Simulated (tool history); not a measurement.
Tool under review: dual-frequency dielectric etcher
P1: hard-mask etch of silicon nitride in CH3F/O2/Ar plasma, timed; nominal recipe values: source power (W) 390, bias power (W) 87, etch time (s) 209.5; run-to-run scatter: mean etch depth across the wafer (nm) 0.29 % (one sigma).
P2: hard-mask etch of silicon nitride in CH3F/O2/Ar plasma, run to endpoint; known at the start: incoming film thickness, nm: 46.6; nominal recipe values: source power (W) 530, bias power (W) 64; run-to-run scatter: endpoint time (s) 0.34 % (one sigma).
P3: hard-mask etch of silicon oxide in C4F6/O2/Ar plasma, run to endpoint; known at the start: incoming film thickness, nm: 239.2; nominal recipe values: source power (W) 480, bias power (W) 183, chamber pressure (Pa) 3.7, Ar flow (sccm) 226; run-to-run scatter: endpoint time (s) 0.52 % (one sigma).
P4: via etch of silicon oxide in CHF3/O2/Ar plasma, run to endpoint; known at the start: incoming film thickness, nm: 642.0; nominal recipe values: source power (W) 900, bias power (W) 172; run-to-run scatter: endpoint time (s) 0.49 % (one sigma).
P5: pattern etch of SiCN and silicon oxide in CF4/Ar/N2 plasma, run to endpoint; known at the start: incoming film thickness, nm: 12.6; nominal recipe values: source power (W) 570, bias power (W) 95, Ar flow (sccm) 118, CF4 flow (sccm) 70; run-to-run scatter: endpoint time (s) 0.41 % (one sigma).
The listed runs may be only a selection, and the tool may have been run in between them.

| run | day | process that ran | source power (W) | bias power (W) | etch time (s) | chamber pressure (Pa) | Ar flow (sccm) | CF4 flow (sccm) | mean etch depth across the wafer (nm) | endpoint time (s) |
|---|---|---|---|---|---|---|---|---|---|---|
| 1 | 0.354 | P1 | 390 | 87 | 209.5 |  |  |  | 156.68 |  |
| 2 | 0.775 | P2 | 530 | 64 |  |  |  |  |  | 65.757 |
| 3 | 1.125 | P1 | 390 | 87 | 209.5 |  |  |  | 155.89 |  |
| 4 | 1.404 | P3 | 280 | 183 |  | 3.7 | 226 |  |  | 82.653 |
| 5 | 1.808 | P1 | 390 | 87 | 131 |  |  |  | 97.433 |  |
| 6 | 2.15 | P5 | 570 | 95 |  |  | 70 | 70 |  | 10.51 |
| 7 | 2.533 | P1 | 250 | 87 | 209.5 |  |  |  | 132.35 |  |
| 8 | 2.838 | P4 | 1190 | 172 |  |  |  |  |  | 252.46 |
| 9 | 3.162 | P1 | 390 | 122 | 209.5 |  |  |  | 176.71 |  |
| 10 | 3.521 | P1 | 390 | 87 | 209.5 |  |  |  | 156.56 |  |
| 11 | 3.783 | P1 | 390 | 87 | 303.5 |  |  |  | 225.71 |  |
| 12 | 4.192 | P5 | 470 | 95 |  |  | 118 | 70 |  | 13.278 |
| 13 | 4.588 | P1 | 500 | 87 | 209.5 |  |  |  | 171.52 |  |
| 14 | 4.771 | P5 | 570 | 95 |  |  | 118 | 70 |  | 11.237 |
| 15 | 5.125 | P5 | 570 | 64 |  |  | 118 | 70 |  | 12.836 |
| 16 | 5.354 | P1 | 390 | 87 | 209.5 |  |  |  | 157.05 |  |
| 17 | 5.688 | P1 | 260 | 106 | 209.5 |  |  |  | 144.25 |  |
| 18 | 6.012 | P3 | 480 | 124 |  | 3.7 | 226 |  |  | 74.876 |
| 19 | 6.417 | P4 | 900 | 172 |  |  |  |  |  | 284 |
| 20 | 6.688 | P4 | 900 | 218 |  |  |  |  |  | 262.76 |
| 21 | 6.879 | P3 | 480 | 183 |  | 3.7 | 226 |  |  | 67.095 |
| 22 | 7.112 | P3 | 480 | 183 |  | 3.7 | 182 |  |  | 64.781 |
| 23 | 7.396 | P2 | 330 | 64 |  |  |  |  |  | 79.257 |
| 24 | 7.779 | P1 | 390 | 59 | 209.5 |  |  |  | 136.25 |  |
| 25 | 8.188 | P1 | 390 | 65 | 141 |  |  |  | 95.131 |  |
| 26 | 8.571 | P5 | 570 | 95 |  |  | 118 | 55 |  | 11.582 |
| 27 | 8.875 | P3 | 480 | 183 |  | 3.7 | 226 |  |  | 66.934 |
| 28 | 9.267 | P3 | 480 | 183 |  | 4.5 | 226 |  |  | 68.054 |
| 29 | 9.617 | P2 | 530 | 89 |  |  |  |  |  | 58.925 |
| 30 | 9.875 | P1 | 390 | 87 | 209.5 |  |  |  | 156.17 |  |
| 31 | 10.088 | P1 | 390 | 87 | 209.5 |  |  |  | 155.51 |  |
| 32 | 10.288 | P1 | 390 | 87 | 209.5 |  |  |  | 154.58 |  |
| 33 | 10.608 | P1 | 390 | 87 | 209.5 |  |  |  | 154.5 |  |
| 34 | 10.792 | P1 | 390 | 87 | 209.5 |  |  |  | 154.24 |  |
| 35 | 11.204 | P1 | 390 | 87 | 209.5 |  |  |  | 154.23 |  |
|  | 11.308 | wet clean of the chamber |
| 36 | 11.417 | P1 | 390 | 87 | 209.5 |  |  |  | 154.34 |  |
| 37 | 11.633 | P1 | 390 | 87 | 209.5 |  |  |  | 153.85 |  |
| 38 | 11.946 | P1 | 390 | 87 | 209.5 |  |  |  | 153.74 |  |

Compared with where it was, what P1 gives has crept away. Each cause listed below fits the log as well as the rest, at the size given for it:
A: bias power that arrives under what is set, % = 3.95
B: source power that arrives under what is set, % = 3.76
The gradual shift began around day 10.088.
All other causes, with the reason each is excluded:
chamber walls in a state that lowers the etch rate, %: work on it at day 11.308, done after the drift set in, did not restore what the process gave before

Each of the check runs listed below is run on 2 wafers and reports their average, with the results left as question marks. Pick the one under which the possible causes would lead to clearly different results.
| check 1 | 12.258 | P4 | 1070 | 218 |  |  |  |  |  | ? |
| check 2 | 12.258 | P5 | 570 | 95 |  |  | 72 | 70 |  | ? |
| check 3 | 12.258 | P3 | 480 | 139 |  | 3.7 | 192 |  |  | ? |
| check 4 | 12.258 | P2 | 450 | 85 |  |  |  |  |  | ? |

If the cause were each of the candidates in turn, the checks would give the following:
| check | result | if A | if B |
|---|---|---|---|
| check 1 | endpoint time (s) | 249.3 | 249.6 |
| check 2 | endpoint time (s) | 10.657 | 10.876 |
| check 3 | endpoint time (s) | 72.084 | 72.335 |
| check 4 | endpoint time (s) | 64.52 | 64.539 |
Per-check spread between the two closest causes, in the result where they differ most: check 1 0.12 %; check 2 2.04 %; check 3 0.35 %; check 4 0.03 %
Only in check 2 would the causes give clearly different results; in the remaining checks their results would be nearly the same.

Here is what check 2 returned: endpoint time (s) 10.651. Which cause is it?

It was cause A: bias power that arrives under what is set, %.

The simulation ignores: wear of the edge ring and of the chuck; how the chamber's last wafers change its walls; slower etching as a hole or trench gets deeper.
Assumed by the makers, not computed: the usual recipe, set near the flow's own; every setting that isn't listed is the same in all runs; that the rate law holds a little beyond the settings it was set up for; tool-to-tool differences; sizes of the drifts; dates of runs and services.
